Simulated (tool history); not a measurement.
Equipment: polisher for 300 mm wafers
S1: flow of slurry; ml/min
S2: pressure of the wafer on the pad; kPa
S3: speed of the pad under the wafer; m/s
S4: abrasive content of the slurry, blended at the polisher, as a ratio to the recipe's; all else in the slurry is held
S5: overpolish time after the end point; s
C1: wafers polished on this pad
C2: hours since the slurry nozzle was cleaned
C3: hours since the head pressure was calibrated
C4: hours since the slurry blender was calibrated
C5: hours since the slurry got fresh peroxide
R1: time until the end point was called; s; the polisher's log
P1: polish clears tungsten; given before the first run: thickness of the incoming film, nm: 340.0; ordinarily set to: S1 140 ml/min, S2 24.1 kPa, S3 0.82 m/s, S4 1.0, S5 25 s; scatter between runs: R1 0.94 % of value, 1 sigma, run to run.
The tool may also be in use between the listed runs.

run	hour	S1	S2	S3	S4	S5	C1	C2	C3	C4	C5	R1
1	16.9	140	24.1	0.82	1.0	25	513	141.2	412.8	130.2	116.1	103.420
2	27.1	140	24.1	0.40	1.0	25	628	151.4	423.0	140.4	126.3	206.170
3	42.0	140	16.5	0.82	1.0	25	795	166.3	437.9	155.3	141.2	149.040
4	59.3	140	24.1	1.20	1.0	25	990	183.6	455.2	172.6	158.5	71.043
5	74.6	140	24.1	0.82	0.7	25	1162	198.9	470.5	187.9	173.8	111.770
6	86.8	100	24.1	0.82	1.0	49	1299	211.1	482.7	200.1	186.0	108.990
7	95.0	140	24.1	0.82	1.0	25	1391	219.3	490.9	208.3	194.2	101.790
8	106.8	140	24.1	0.82	1.0	25	1524	231.1	502.7	220.1	206.0	104.170
9	122.3	190	24.1	0.56	1.0	25	1699	246.6	518.2	235.6	221.5	141.670
10	134.9	140	24.1	0.82	1.0	8	1840	259.2	530.8	248.2	234.1	101.980
11	152.2	140	24.1	0.82	1.0	25	2035	276.5	548.1	265.5	251.4	101.760
12	161.8	140	35.9	0.82	1.0	25	2143	286.1	557.7	275.1	261.0	68.353
13	172.6	85	24.1	0.82	1.0	25	2264	296.9	568.5	285.9	271.8	114.290
14	187.1	140	24.1	0.82	1.0	48	2427	311.4	583.0	300.4	286.3	103.130
15	199.5	140	24.1	0.82	1.5	25	2567	323.8	595.4	312.8	298.7	93.572
16	207.5	195	24.1	0.82	1.0	25	2657	331.8	603.4	320.8	306.7	97.669
17	224.6	140	24.1	0.82	1.0	25	2849	348.9	620.5	337.9	323.8	102.660
18	233.6	140	24.1	0.82	1.0	25	2950	357.9	629.5	346.9	332.8	106.250
19	245.2	140	24.1	0.82	1.0	25	3081	369.5	641.1	358.5	344.4	107.050
20	253.6	140	24.1	0.82	1.0	25	3175	377.9	649.5	366.9	352.8	109.480
21	270.3	140	24.1	0.82	1.0	25	3363	394.6	666.2	383.6	369.5	112.640
# hour 273.5: slurry blender recalibrated
# hour 277.5: slurry tank refilled with fresh slurry and peroxide
22	281.6	140	24.1	0.82	1.0	25	3490	405.9	677.5	8.2	4.1	112.380
# hour 283.3: head pressure recalibrated
23	295.3	140	24.1	0.82	1.0	25	3644	419.6	12.1	21.9	17.8	116.170
24	304.6	140	24.1	0.82	1.0	25	3749	428.9	21.4	31.2	27.1	114.080
25	318.7	140	24.1	0.82	1.0	25	3908	443.0	35.5	45.3	41.2	116.010

What P1 gives has crept away from where it was. These 2 causes fit the log equally well, each at the size given:
A: removal rate lost through wear of the pad, % = 10.5
B: slurry flow missing at the pad, % = 38.4
The process output started creeping at around hour 224.6.
Excluded causes, each with its reason:
head's pressure below its setpoint, %: its service at hour 283.3 followed the start of the drift and did not put the process back to its old value
abrasive missing from the slurry, %: its service at hour 273.5 followed the start of the drift and did not put the process back to its old value
peroxide lost from the slurry, %: its service at hour 277.5 followed the start of the drift and did not put the process back to its old value

Of the 4 check runs below, each run on 2 wafers with the results averaged and each result still a question mark, which one would tell the listed causes apart?
check 1	332.8	140	33.8	0.82	1.00	48						?
check 2	332.8	140	24.1	0.82	1.25	25						?
check 3	332.8	85	24.1	0.82	1.20	25						?
check 4	332.8	140	24.1	0.82	1.40	8						?

Predicted outcomes, by check and by cause:
check	result	if A	if B
check 1	R1	81.712	81.727
check 2	R1	108.450	108.480
check 3	R1	122.900	130.440
check 4	R1	105.510	105.530
Per-check spread between the two closest causes, in the result where they differ most: check 1 0.02 %; check 2 0.02 %; check 3 5.95 %; check 4 0.02 %
Only check 3 tells the causes apart: in the others they would give nearly the same result.

Check 3 was then run and gave: R1 130.340 s. Which cause is it?

The correct cause is B, namely: slurry flow missing at the pad, %.

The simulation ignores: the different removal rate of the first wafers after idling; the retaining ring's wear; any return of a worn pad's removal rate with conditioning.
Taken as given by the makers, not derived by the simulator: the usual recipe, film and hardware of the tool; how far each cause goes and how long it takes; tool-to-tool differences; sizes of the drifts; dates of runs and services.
